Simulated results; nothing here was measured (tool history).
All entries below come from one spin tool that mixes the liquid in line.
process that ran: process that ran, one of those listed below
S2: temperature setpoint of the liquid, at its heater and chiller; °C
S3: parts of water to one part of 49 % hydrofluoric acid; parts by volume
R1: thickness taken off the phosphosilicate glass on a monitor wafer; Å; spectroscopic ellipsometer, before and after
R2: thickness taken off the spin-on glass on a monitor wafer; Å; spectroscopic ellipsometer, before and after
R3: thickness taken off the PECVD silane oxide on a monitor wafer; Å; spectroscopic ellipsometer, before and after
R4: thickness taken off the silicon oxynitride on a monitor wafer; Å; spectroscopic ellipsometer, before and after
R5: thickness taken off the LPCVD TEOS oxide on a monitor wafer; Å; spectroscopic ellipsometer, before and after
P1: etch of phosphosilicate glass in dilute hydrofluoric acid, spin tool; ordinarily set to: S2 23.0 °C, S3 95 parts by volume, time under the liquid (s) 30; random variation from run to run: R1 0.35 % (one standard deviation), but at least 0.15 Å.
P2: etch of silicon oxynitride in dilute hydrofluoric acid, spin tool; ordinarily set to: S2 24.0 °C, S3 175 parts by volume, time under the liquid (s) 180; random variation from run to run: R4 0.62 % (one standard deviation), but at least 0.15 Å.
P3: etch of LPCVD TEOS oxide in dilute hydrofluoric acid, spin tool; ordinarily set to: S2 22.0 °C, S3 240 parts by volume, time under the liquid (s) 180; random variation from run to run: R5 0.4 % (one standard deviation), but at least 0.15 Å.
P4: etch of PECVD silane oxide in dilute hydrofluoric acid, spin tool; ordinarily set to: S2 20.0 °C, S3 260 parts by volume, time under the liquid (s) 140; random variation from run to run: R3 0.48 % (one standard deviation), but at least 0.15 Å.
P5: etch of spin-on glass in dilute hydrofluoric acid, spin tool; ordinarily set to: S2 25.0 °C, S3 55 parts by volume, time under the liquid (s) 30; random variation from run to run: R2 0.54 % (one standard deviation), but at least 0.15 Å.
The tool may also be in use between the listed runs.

{"run": 1, "hour": 7.7, "process that ran": "P1", "S2": 23.0, "S3": 95, "time under the liquid (s)": 30, "R1": 530.83}
{"run": 2, "hour": 11.7, "process that ran": "P1", "S2": 17.0, "S3": 95, "time under the liquid (s)": 30, "R1": 415.79}
{"run": 3, "hour": 17.9, "process that ran": "P5", "S2": 25.0, "S3": 55, "time under the liquid (s)": 30, "R2": 341.04}
{"run": 4, "hour": 22.4, "process that ran": "P4", "S2": 20.0, "S3": 260, "time under the liquid (s)": 140, "R3": 76.452}
{"run": 5, "hour": 28.6, "process that ran": "P1", "S2": 23.0, "S3": 170, "time under the liquid (s)": 30, "R1": 273.99}
{"run": 6, "hour": 33.2, "process that ran": "P2", "S2": 24.0, "S3": 175, "time under the liquid (s)": 180, "R4": 34.988}
{"run": 7, "hour": 37.8, "process that ran": "P1", "S2": 23.0, "S3": 95, "time under the liquid (s)": 30, "R1": 535.08}
{"run": 8, "hour": 43.0, "process that ran": "P4", "S2": 17.0, "S3": 260, "time under the liquid (s)": 140, "R3": 68.727}
{"run": 9, "hour": 48.0, "process that ran": "P1", "S2": 23.0, "S3": 95, "time under the liquid (s)": 30, "R1": 530.47}
{"run": 10, "hour": 55.8, "process that ran": "P1", "S2": 23.0, "S3": 95, "time under the liquid (s)": 55, "R1": 978.68}
{"run": 11, "hour": 64.8, "process that ran": "P2", "S2": 24.0, "S3": 175, "time under the liquid (s)": 180, "R4": 35.528}
{"run": 12, "hour": 72.9, "process that ran": "P1", "S2": 23.0, "S3": 95, "time under the liquid (s)": 30, "R1": 533.35}
{"run": 13, "hour": 78.6, "process that ran": "P4", "S2": 20.0, "S3": 260, "time under the liquid (s)": 205, "R3": 113.43}
{"run": 14, "hour": 85.8, "process that ran": "P1", "S2": 27.5, "S3": 95, "time under the liquid (s)": 30, "R1": 636.75}
{"run": 15, "hour": 91.9, "process that ran": "P1", "S2": 23.0, "S3": 95, "time under the liquid (s)": 15, "R1": 266.04}
{"run": 16, "hour": 96.2, "process that ran": "P5", "S2": 20.0, "S3": 55, "time under the liquid (s)": 30, "R2": 277.73}
{"run": 17, "hour": 103.5, "process that ran": "P1", "S2": 23.0, "S3": 35, "time under the liquid (s)": 55, "R1": 2860.9}
{"run": 18, "hour": 110.0, "process that ran": "P1", "S2": 23.0, "S3": 95, "time under the liquid (s)": 30, "R1": 537.98}
{"run": 19, "hour": 116.4, "process that ran": "P3", "S2": 22.0, "S3": 240, "time under the liquid (s)": 180, "R5": 307.54}
{"run": 20, "hour": 125.1, "process that ran": "P2", "S2": 24.0, "S3": 175, "time under the liquid (s)": 65, "R4": 12.943}
{"run": 21, "hour": 130.7, "process that ran": "P3", "S2": 22.0, "S3": 240, "time under the liquid (s)": 180, "R5": 306.25}
{"run": 22, "hour": 137.6, "process that ran": "P1", "S2": 17.0, "S3": 95, "time under the liquid (s)": 60, "R1": 836.45}
{"run": 23, "hour": 146.6, "process that ran": "P3", "S2": 22.0, "S3": 50, "time under the liquid (s)": 180, "R5": 1813.4}
{"run": 24, "hour": 151.7, "process that ran": "P2", "S2": 24.0, "S3": 270, "time under the liquid (s)": 180, "R4": 21.375}
{"run": 25, "hour": 158.4, "process that ran": "P5", "S2": 25.0, "S3": 90, "time under the liquid (s)": 30, "R2": 199.38}
{"hour": 163.4, "done": "hydrofluoric acid flow meter replaced"}
{"run": 26, "hour": 163.7, "process that ran": "P4", "S2": 20.0, "S3": 260, "time under the liquid (s)": 140, "R3": 77.325}
{"run": 27, "hour": 167.6, "process that ran": "P5", "S2": 25.0, "S3": 55, "time under the liquid (s)": 30, "R2": 341.98}
{"run": 28, "hour": 176.0, "process that ran": "P1", "S2": 23.0, "S3": 20, "time under the liquid (s)": 30, "R1": 2804.1}
{"run": 29, "hour": 183.1, "process that ran": "P3", "S2": 22.0, "S3": 240, "time under the liquid (s)": 310, "R5": 530.87}
{"run": 30, "hour": 191.7, "process that ran": "P2", "S2": 32.5, "S3": 175, "time under the liquid (s)": 180, "R4": 49.91}
{"run": 31, "hour": 195.7, "process that ran": "P4", "S2": 20.0, "S3": 465, "time under the liquid (s)": 140, "R3": 36.167}
{"run": 32, "hour": 202.1, "process that ran": "P1", "S2": 19.5, "S3": 95, "time under the liquid (s)": 15, "R1": 231.26}
{"run": 33, "hour": 210.2, "process that ran": "P3", "S2": 28.5, "S3": 240, "time under the liquid (s)": 180, "R5": 388.29}
{"run": 34, "hour": 214.1, "process that ran": "P5", "S2": 25.0, "S3": 55, "time under the liquid (s)": 45, "R2": 512.79}
{"run": 35, "hour": 219.7, "process that ran": "P1", "S2": 23.0, "S3": 95, "time under the liquid (s)": 30, "R1": 536.68}

Forecast run 36:
{"run": 36, "hour": 224.0, "process that ran": "P1", "S2": 23.0, "S3": 95, "time under the liquid (s)": 30, "R1": "?"}

{"run 36": {"R1": 516.47}}
